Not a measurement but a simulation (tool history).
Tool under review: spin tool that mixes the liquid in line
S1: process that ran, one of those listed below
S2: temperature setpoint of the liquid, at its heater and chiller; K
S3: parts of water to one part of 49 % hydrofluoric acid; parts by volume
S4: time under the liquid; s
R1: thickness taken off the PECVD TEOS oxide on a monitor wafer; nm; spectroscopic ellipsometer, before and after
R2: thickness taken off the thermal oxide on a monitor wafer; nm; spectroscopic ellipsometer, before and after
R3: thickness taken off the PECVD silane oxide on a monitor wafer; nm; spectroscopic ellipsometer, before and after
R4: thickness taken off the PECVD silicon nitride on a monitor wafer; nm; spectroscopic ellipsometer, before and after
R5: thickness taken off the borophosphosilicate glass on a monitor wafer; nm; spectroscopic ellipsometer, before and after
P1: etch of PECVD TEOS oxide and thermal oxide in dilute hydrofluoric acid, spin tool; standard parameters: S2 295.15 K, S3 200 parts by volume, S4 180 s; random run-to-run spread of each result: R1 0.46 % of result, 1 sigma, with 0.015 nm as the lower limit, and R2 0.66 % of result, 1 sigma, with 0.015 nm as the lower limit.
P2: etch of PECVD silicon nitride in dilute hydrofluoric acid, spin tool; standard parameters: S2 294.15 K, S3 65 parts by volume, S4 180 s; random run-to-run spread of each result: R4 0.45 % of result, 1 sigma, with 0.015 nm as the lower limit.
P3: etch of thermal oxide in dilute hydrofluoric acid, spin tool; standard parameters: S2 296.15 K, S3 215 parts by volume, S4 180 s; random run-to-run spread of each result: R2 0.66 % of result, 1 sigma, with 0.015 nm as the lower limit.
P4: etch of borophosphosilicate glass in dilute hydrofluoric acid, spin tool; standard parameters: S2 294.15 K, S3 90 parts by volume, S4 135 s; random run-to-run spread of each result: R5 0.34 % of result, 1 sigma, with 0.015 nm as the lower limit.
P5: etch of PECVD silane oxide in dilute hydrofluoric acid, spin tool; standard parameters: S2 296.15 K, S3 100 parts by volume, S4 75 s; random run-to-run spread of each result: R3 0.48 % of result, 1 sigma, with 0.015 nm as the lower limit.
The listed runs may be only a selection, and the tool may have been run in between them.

run   hour  S1      S2   S3   S4       R1       R2      R3       R4      R5
  1   14.9  P1  295.15  200  180   8.1790  3.53130
  2   26.7  P1  295.15  200   50   2.3026  0.95984
  3   39.6  P5  296.15  100  120                    38.795
  4   54.6  P2  294.15   65  180                             6.9738
  5   67.3  P5  296.15  175   75                    12.610
  6   75.9  P1  295.15  295  335   9.4311  3.99530
  7   85.9  P4  290.15   90  135                                     37.286
      88.7  -- hydrofluoric acid flow meter replaced
  8   95.9  P3  296.15  320  180           2.02380
  9  107.1  P4  294.15  145  135                                     25.479
 10  116.7  P1  301.65  200  180  10.4000  4.39760
 11  131.5  P1  295.15  200  180   8.2558  3.50000
 12  143.8  P1  299.65  270  180   6.7016  2.84400
 13  158.9  P1  295.15  285  180   5.3127  2.26360
 14  170.7  P5  304.15  100   75                    33.088
 15  181.1  P1  290.15  200  180   6.7787  2.93910
 16  191.9  P2  290.15   65  180                             5.3155
 17  204.0  P1  295.15  200  180   8.2835  3.48840
 18  215.7  P3  296.15  215  180           3.27290
 19  225.0  P2  294.15   65  285                            11.1920
 20  234.2  P1  295.15  200  180   8.1915  3.56670
 21  244.7  P4  294.15   90  135                                     43.778
     245.0  -- thermometer replaced
 22  256.9  P1  295.15  200  180   8.2204  3.50510
 23  265.8  P2  294.15   65  180                             7.0638
 24  279.8  P3  296.15  215   85           1.56490
 25  290.2  P1  295.15  120  180  14.9460  6.41130
 26  304.3  P5  296.15  100   75                    24.300
 27  317.7  P3  291.15  215  180           2.70770
 28  325.7  P4  294.15   90  205                                     66.341
 29  338.7  P1  295.15  200  180   8.2165  3.50540
 30  350.7  P2  294.15   35  180                            12.8380
 31  361.7  P1  295.15  200  320  14.6850  6.29350
 32  376.4  P1  295.15  200  180   8.1269  3.53460
 33  383.9  P1  295.15  200  180   8.0229  3.41000
 34  394.7  P1  295.15  200  180   7.7574  3.30140
 35  408.8  P1  295.15  200  180   7.6309  3.28760
 36  416.9  P1  295.15  200  180   7.6468  3.31220
 37  427.9  P1  295.15  200  180   7.5420  3.22070
 38  442.8  P1  295.15  200  180   7.4721  3.20330
 39  452.0  P1  295.15  200  180   7.4870  3.17230
 40  465.2  P1  295.15  200  180   7.5145  3.24120

What P1 gives has crept off from where it sat before. The 2 causes that follow fit the log equally well, each at the size noted:
A: hydrofluoric acid flow below the setpoint (%) = 7.19
B: liquid colder than its thermometer reads (K) = 2.37
The onset of the drift is placed at about hour 376.4.

The check runs listed below each take one wafer, and their results are still question marks. Under which run would the listed causes lead to clearly different results?
check 1  478.4  P4  294.15  145  135                   ?
check 2  478.4  P2  290.65   65  180               ?
check 3  478.4  P5  303.15  100  100           ?
check 4  478.4  P3  292.65  290  180       ?

Outcome of each check run for each possible cause:
  check  result     if A     if B
check 1      R5   23.427   23.235
check 2      R4   5.1088   4.6419
check 3      R3   38.802   38.635
check 4      R2  1.81560  1.82590
Gap, in per cent, between the two causes that each check separates least, read from the result that separates them most: check 1 0.82 %; check 2 9.58 %; check 3 0.43 %; check 4 0.57 %
Check 2 is the one run that separates the causes; every other check would come out nearly the same whichever cause is at work.

Check 2 has now been run. It gave: R4 4.6341 nm. Which of the candidate causes is it?

It was cause B: liquid colder than its thermometer reads (K).
